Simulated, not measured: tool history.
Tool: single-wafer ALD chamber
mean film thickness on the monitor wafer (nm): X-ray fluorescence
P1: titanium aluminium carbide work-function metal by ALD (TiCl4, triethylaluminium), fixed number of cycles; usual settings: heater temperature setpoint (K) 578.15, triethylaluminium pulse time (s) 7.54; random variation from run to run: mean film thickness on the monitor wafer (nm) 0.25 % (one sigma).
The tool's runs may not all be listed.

run,hour,heater temperature setpoint (K),triethylaluminium pulse time (s),hours since the last thermocouple change,hours since the last triethylaluminium bottle change,mean film thickness on the monitor wafer (nm)
1,4.8,578.15,7.54,553.6,260.3,2.0016
2,11.0,600.15,7.54,559.8,266.5,2.1889
3,14.4,578.15,7.54,563.2,269.9,1.9974
4,20.7,578.15,7.54,569.5,276.2,1.9929
5,25.2,578.15,11.79,574.0,280.7,2.1181
6,31.3,562.15,7.54,580.1,286.8,1.8630
7,38.8,578.15,7.54,587.6,294.3,1.9879
8,43.5,560.15,11.78,592.3,299.0,1.9618
9,49.6,578.15,4.02,598.4,305.1,1.6177
10,54.3,562.15,11.82,603.1,309.8,1.9828
11,61.8,578.15,7.54,610.6,317.3,2.0014
12,67.9,578.15,7.54,616.7,323.4,2.0046

Forecast run 13:
13,73.7,578.15,7.54,622.5,329.2,?

{"run 13": {"mean film thickness on the monitor wafer (nm)": 1.9833}}

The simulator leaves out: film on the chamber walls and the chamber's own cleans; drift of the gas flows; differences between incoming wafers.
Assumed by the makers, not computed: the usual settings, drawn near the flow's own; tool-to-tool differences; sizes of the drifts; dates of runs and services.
